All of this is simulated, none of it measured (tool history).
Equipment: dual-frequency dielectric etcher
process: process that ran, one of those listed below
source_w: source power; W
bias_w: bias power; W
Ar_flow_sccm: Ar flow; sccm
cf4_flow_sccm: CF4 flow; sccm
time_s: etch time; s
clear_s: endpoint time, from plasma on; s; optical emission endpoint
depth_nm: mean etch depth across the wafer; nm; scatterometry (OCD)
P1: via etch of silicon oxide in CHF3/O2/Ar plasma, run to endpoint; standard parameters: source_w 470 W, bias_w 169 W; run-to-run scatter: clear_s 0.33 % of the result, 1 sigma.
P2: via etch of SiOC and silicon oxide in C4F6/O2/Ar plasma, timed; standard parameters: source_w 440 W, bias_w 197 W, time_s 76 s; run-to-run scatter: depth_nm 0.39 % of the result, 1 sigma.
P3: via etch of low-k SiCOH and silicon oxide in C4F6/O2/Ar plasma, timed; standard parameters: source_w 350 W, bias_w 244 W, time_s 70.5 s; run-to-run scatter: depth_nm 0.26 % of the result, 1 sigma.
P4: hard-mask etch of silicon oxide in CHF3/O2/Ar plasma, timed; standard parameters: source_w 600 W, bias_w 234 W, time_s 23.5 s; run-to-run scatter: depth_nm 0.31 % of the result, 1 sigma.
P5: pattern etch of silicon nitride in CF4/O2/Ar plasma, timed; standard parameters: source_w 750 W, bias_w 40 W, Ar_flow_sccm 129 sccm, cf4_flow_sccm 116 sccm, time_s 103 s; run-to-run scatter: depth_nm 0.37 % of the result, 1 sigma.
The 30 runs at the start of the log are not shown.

{"run": 31, "hour": 156.2, "process": "P2", "source_w": 440, "bias_w": 197, "time_s": 76, "depth_nm": 92.027}
{"run": 32, "hour": 160.9, "process": "P1", "source_w": 650, "bias_w": 121, "clear_s": 328.17}
{"run": 33, "hour": 167.1, "process": "P1", "source_w": 310, "bias_w": 197, "clear_s": 370.71}
{"run": 34, "hour": 172.2, "process": "P5", "source_w": 750, "bias_w": 25, "Ar_flow_sccm": 129, "cf4_flow_sccm": 116, "time_s": 103, "depth_nm": 214.89}
{"run": 35, "hour": 176.3, "process": "P1", "source_w": 470, "bias_w": 169, "clear_s": 335.97}
{"run": 36, "hour": 179.4, "process": "P1", "source_w": 470, "bias_w": 169, "clear_s": 338.49}
{"run": 37, "hour": 182.7, "process": "P1", "source_w": 470, "bias_w": 169, "clear_s": 339.24}
{"run": 38, "hour": 186.7, "process": "P1", "source_w": 470, "bias_w": 169, "clear_s": 339.12}
{"run": 39, "hour": 193.6, "process": "P1", "source_w": 470, "bias_w": 169, "clear_s": 338.57}

Run 40 comes next. What will it give?
{"run": 40, "hour": 196.7, "process": "P1", "source_w": 470, "bias_w": 169, "clear_s": "?"}

clear_s: 341.16 s
